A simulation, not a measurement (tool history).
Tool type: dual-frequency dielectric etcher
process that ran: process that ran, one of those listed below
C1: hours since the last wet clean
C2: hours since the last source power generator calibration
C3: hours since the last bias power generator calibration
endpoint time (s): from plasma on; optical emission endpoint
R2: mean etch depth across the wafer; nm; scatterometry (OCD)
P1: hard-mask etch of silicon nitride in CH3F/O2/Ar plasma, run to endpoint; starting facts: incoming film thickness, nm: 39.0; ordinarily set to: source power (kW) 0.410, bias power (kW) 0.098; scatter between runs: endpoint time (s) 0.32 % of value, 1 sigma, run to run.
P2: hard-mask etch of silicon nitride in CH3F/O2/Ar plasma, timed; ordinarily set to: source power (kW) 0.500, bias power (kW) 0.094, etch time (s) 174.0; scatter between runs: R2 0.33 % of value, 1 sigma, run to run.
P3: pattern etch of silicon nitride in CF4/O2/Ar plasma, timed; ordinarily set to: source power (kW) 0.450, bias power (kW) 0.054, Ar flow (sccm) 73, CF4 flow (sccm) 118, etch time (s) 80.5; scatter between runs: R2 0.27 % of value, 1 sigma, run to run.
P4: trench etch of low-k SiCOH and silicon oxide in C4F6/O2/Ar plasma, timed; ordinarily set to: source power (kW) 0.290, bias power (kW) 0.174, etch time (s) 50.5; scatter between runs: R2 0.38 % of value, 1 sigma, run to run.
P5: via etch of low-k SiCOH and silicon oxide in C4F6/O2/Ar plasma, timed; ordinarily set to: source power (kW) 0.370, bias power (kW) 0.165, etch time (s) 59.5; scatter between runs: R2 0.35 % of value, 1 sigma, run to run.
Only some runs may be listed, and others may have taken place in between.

{"run": 1, "day": 0.267, "process that ran": "P1", "source power (kW)": 0.41, "bias power (kW)": 0.098, "C1": 324.3, "C2": 1307.3, "C3": 3212.6, "endpoint time (s)": 52.071}
{"run": 2, "day": 0.521, "process that ran": "P2", "source power (kW)": 0.5, "bias power (kW)": 0.094, "etch time (s)": 174.0, "C1": 330.4, "C2": 1313.4, "C3": 3218.7, "R2": 143.9}
{"run": 3, "day": 0.929, "process that ran": "P1", "source power (kW)": 0.25, "bias power (kW)": 0.098, "C1": 340.2, "C2": 1323.2, "C3": 3228.5, "endpoint time (s)": 62.452}
{"run": 4, "day": 1.258, "process that ran": "P1", "source power (kW)": 0.41, "bias power (kW)": 0.117, "C1": 348.1, "C2": 1331.1, "C3": 3236.4, "endpoint time (s)": 48.856}
{"run": 5, "day": 1.683, "process that ran": "P4", "source power (kW)": 0.29, "bias power (kW)": 0.174, "etch time (s)": 50.5, "C1": 358.3, "C2": 1341.3, "C3": 3246.6, "R2": 147.49}
{"run": 6, "day": 2.15, "process that ran": "P5", "source power (kW)": 0.37, "bias power (kW)": 0.23, "etch time (s)": 59.5, "C1": 369.5, "C2": 1352.5, "C3": 3257.8, "R2": 160.47}
{"run": 7, "day": 2.612, "process that ran": "P2", "source power (kW)": 0.5, "bias power (kW)": 0.094, "etch time (s)": 174.0, "C1": 380.6, "C2": 1363.6, "C3": 3268.9, "R2": 145.64}
{"run": 8, "day": 3.175, "process that ran": "P1", "source power (kW)": 0.41, "bias power (kW)": 0.064, "C1": 394.1, "C2": 1377.1, "C3": 3282.4, "endpoint time (s)": 60.535}
{"run": 9, "day": 3.746, "process that ran": "P3", "source power (kW)": 0.45, "bias power (kW)": 0.054, "etch time (s)": 80.5, "Ar flow (sccm)": 73, "CF4 flow (sccm)": 118, "C1": 407.8, "C2": 1390.8, "C3": 3296.1, "R2": 156.24}
{"day": 3.879, "done": "source power generator calibrated"}
{"run": 10, "day": 4.179, "process that ran": "P3", "source power (kW)": 0.45, "bias power (kW)": 0.054, "etch time (s)": 80.5, "Ar flow (sccm)": 73, "CF4 flow (sccm)": 70, "C1": 418.2, "C2": 7.2, "C3": 3306.5, "R2": 146.86}
{"run": 11, "day": 4.571, "process that ran": "P3", "source power (kW)": 0.45, "bias power (kW)": 0.054, "etch time (s)": 100.0, "Ar flow (sccm)": 73, "CF4 flow (sccm)": 118, "C1": 427.6, "C2": 16.6, "C3": 3315.9, "R2": 194.07}
{"run": 12, "day": 4.942, "process that ran": "P1", "source power (kW)": 0.54, "bias power (kW)": 0.098, "C1": 436.5, "C2": 25.5, "C3": 3324.8, "endpoint time (s)": 46.702}
{"run": 13, "day": 5.379, "process that ran": "P4", "source power (kW)": 0.29, "bias power (kW)": 0.174, "etch time (s)": 28.0, "C1": 447.0, "C2": 36.0, "C3": 3335.3, "R2": 81.706}
{"run": 14, "day": 5.708, "process that ran": "P1", "source power (kW)": 0.41, "bias power (kW)": 0.098, "C1": 454.9, "C2": 43.9, "C3": 3343.2, "endpoint time (s)": 51.97}
{"run": 15, "day": 6.221, "process that ran": "P2", "source power (kW)": 0.5, "bias power (kW)": 0.059, "etch time (s)": 174.0, "C1": 467.2, "C2": 56.2, "C3": 3355.5, "R2": 122.65}
{"run": 16, "day": 6.683, "process that ran": "P3", "source power (kW)": 0.45, "bias power (kW)": 0.068, "etch time (s)": 80.5, "Ar flow (sccm)": 73, "CF4 flow (sccm)": 118, "C1": 478.3, "C2": 67.3, "C3": 3366.6, "R2": 170.31}
{"run": 17, "day": 7.108, "process that ran": "P4", "source power (kW)": 0.29, "bias power (kW)": 0.222, "etch time (s)": 50.5, "C1": 488.5, "C2": 77.5, "C3": 3376.8, "R2": 158.77}
{"run": 18, "day": 7.425, "process that ran": "P1", "source power (kW)": 0.5, "bias power (kW)": 0.079, "C1": 496.1, "C2": 85.1, "C3": 3384.4, "endpoint time (s)": 51.964}
{"run": 19, "day": 7.962, "process that ran": "P5", "source power (kW)": 0.3, "bias power (kW)": 0.165, "etch time (s)": 59.5, "C1": 509.0, "C2": 98.0, "C3": 3397.3, "R2": 132.3}
{"run": 20, "day": 8.246, "process that ran": "P4", "source power (kW)": 0.29, "bias power (kW)": 0.174, "etch time (s)": 50.5, "C1": 515.8, "C2": 104.8, "C3": 3404.1, "R2": 146.64}
{"run": 21, "day": 8.746, "process that ran": "P5", "source power (kW)": 0.37, "bias power (kW)": 0.165, "etch time (s)": 59.5, "C1": 527.8, "C2": 116.8, "C3": 3416.1, "R2": 144.52}
{"run": 22, "day": 9.238, "process that ran": "P3", "source power (kW)": 0.45, "bias power (kW)": 0.054, "etch time (s)": 80.5, "Ar flow (sccm)": 53, "CF4 flow (sccm)": 118, "C1": 539.6, "C2": 128.6, "C3": 3427.9, "R2": 160.55}
{"run": 23, "day": 9.683, "process that ran": "P4", "source power (kW)": 0.39, "bias power (kW)": 0.174, "etch time (s)": 50.5, "C1": 550.3, "C2": 139.3, "C3": 3438.6, "R2": 165.32}
{"run": 24, "day": 10.05, "process that ran": "P3", "source power (kW)": 0.45, "bias power (kW)": 0.054, "etch time (s)": 80.5, "Ar flow (sccm)": 73, "CF4 flow (sccm)": 118, "C1": 559.1, "C2": 148.1, "C3": 3447.4, "R2": 155.46}
{"run": 25, "day": 10.458, "process that ran": "P3", "source power (kW)": 0.32, "bias power (kW)": 0.054, "etch time (s)": 80.5, "Ar flow (sccm)": 73, "CF4 flow (sccm)": 118, "C1": 568.9, "C2": 157.9, "C3": 3457.2, "R2": 115.69}
{"run": 26, "day": 10.862, "process that ran": "P1", "source power (kW)": 0.41, "bias power (kW)": 0.098, "C1": 578.6, "C2": 167.6, "C3": 3466.9, "endpoint time (s)": 52.187}
{"run": 27, "day": 11.162, "process that ran": "P2", "source power (kW)": 0.5, "bias power (kW)": 0.094, "etch time (s)": 246.0, "C1": 585.8, "C2": 174.8, "C3": 3474.1, "R2": 204.89}
{"day": 11.283, "done": "bias power generator calibrated"}
{"run": 28, "day": 11.604, "process that ran": "P1", "source power (kW)": 0.41, "bias power (kW)": 0.098, "C1": 596.4, "C2": 185.4, "C3": 7.8, "endpoint time (s)": 52.073}
{"run": 29, "day": 12.083, "process that ran": "P2", "source power (kW)": 0.69, "bias power (kW)": 0.094, "etch time (s)": 174.0, "C1": 607.9, "C2": 196.9, "C3": 19.3, "R2": 163.6}
{"run": 30, "day": 12.5, "process that ran": "P5", "source power (kW)": 0.37, "bias power (kW)": 0.165, "etch time (s)": 59.5, "C1": 617.9, "C2": 206.9, "C3": 29.3, "R2": 143.6}
{"run": 31, "day": 13.067, "process that ran": "P5", "source power (kW)": 0.37, "bias power (kW)": 0.165, "etch time (s)": 78.0, "C1": 631.5, "C2": 220.5, "C3": 42.9, "R2": 188.99}
{"run": 32, "day": 13.438, "process that ran": "P1", "source power (kW)": 0.41, "bias power (kW)": 0.098, "C1": 640.4, "C2": 229.4, "C3": 51.8, "endpoint time (s)": 51.883}
{"run": 33, "day": 14.008, "process that ran": "P1", "source power (kW)": 0.41, "bias power (kW)": 0.098, "C1": 654.1, "C2": 243.1, "C3": 65.5, "endpoint time (s)": 52.407}
{"run": 34, "day": 14.433, "process that ran": "P1", "source power (kW)": 0.41, "bias power (kW)": 0.098, "C1": 664.3, "C2": 253.3, "C3": 75.7, "endpoint time (s)": 52.709}
{"run": 35, "day": 14.792, "process that ran": "P1", "source power (kW)": 0.41, "bias power (kW)": 0.098, "C1": 672.9, "C2": 261.9, "C3": 84.3, "endpoint time (s)": 52.635}
{"run": 36, "day": 15.108, "process that ran": "P1", "source power (kW)": 0.41, "bias power (kW)": 0.098, "C1": 680.5, "C2": 269.5, "C3": 91.9, "endpoint time (s)": 52.974}
{"day": 15.338, "done": "wet clean of the chamber"}
{"run": 37, "day": 15.379, "process that ran": "P1", "source power (kW)": 0.41, "bias power (kW)": 0.098, "C1": 1.0, "C2": 276.0, "C3": 98.4, "endpoint time (s)": 52.653}
{"run": 38, "day": 15.654, "process that ran": "P1", "source power (kW)": 0.41, "bias power (kW)": 0.098, "C1": 7.6, "C2": 282.6, "C3": 105.0, "endpoint time (s)": 52.782}
{"run": 39, "day": 15.962, "process that ran": "P1", "source power (kW)": 0.41, "bias power (kW)": 0.098, "C1": 15.0, "C2": 290.0, "C3": 112.4, "endpoint time (s)": 52.706}
{"run": 40, "day": 16.446, "process that ran": "P1", "source power (kW)": 0.41, "bias power (kW)": 0.098, "C1": 26.6, "C2": 301.6, "C3": 124.0, "endpoint time (s)": 52.558}
{"run": 41, "day": 16.729, "process that ran": "P1", "source power (kW)": 0.41, "bias power (kW)": 0.098, "C1": 33.4, "C2": 308.4, "C3": 130.8, "endpoint time (s)": 53.017}
{"run": 42, "day": 16.992, "process that ran": "P1", "source power (kW)": 0.41, "bias power (kW)": 0.098, "C1": 39.7, "C2": 314.7, "C3": 137.1, "endpoint time (s)": 52.708}
{"run": 43, "day": 17.3, "process that ran": "P1", "source power (kW)": 0.41, "bias power (kW)": 0.098, "C1": 47.1, "C2": 322.1, "C3": 144.5, "endpoint time (s)": 53.004}

What P1 gives has crept off from where it sat before. The 2 causes that follow fit the log equally well, each at the size noted:
A: source power that arrives under what is set, % = 4.21
B: bias power that arrives under what is set, % = 4.31
The process output started creeping at around day 13.438.
Why every other cause is out:
chamber walls in a state that lowers the etch rate, %: was serviced at day 15.338, once the creep was under way, yet the earlier output never came back

Which of the 4 check runs listed below separates the causes, so that each cause would produce a clearly different result? Each run uses one wafer, and its results are marked with question marks.
{"run": "check 1", "day": 17.608, "process that ran": "P4", "source power (kW)": 0.29, "bias power (kW)": 0.221, "etch time (s)": 33.5, "R2": "?"}
{"run": "check 2", "day": 17.608, "process that ran": "P3", "source power (kW)": 0.33, "bias power (kW)": 0.054, "etch time (s)": 80.5, "Ar flow (sccm)": 73, "CF4 flow (sccm)": 72, "R2": "?"}
{"run": "check 3", "day": 17.608, "process that ran": "P2", "source power (kW)": 0.69, "bias power (kW)": 0.094, "etch time (s)": 174.0, "R2": "?"}
{"run": "check 4", "day": 17.608, "process that ran": "P5", "source power (kW)": 0.37, "bias power (kW)": 0.228, "etch time (s)": 77.0, "R2": "?"}

Outcome of each check run for each possible cause:
check=check_1 result=R2 if_A=103.950 if_B=104.120
check=check_2 result=R2 if_A=108.830 if_B=111.040
check=check_3 result=R2 if_A=160.560 if_B=160.710
check=check_4 result=R2 if_A=203.500 if_B=203.870
Minimum pairwise separation of causes per check, each pair taken at its best-separating result: check 1 0.17 %; check 2 2.01 %; check 3 0.09 %; check 4 0.19 %
Only in check 2 would the causes give clearly different results; in the remaining checks their results would be nearly the same.

Check 2 was carried out, with these results: R2 111.000 nm. Which of the listed causes is responsible?

It was cause B: bias power that arrives under what is set, %.

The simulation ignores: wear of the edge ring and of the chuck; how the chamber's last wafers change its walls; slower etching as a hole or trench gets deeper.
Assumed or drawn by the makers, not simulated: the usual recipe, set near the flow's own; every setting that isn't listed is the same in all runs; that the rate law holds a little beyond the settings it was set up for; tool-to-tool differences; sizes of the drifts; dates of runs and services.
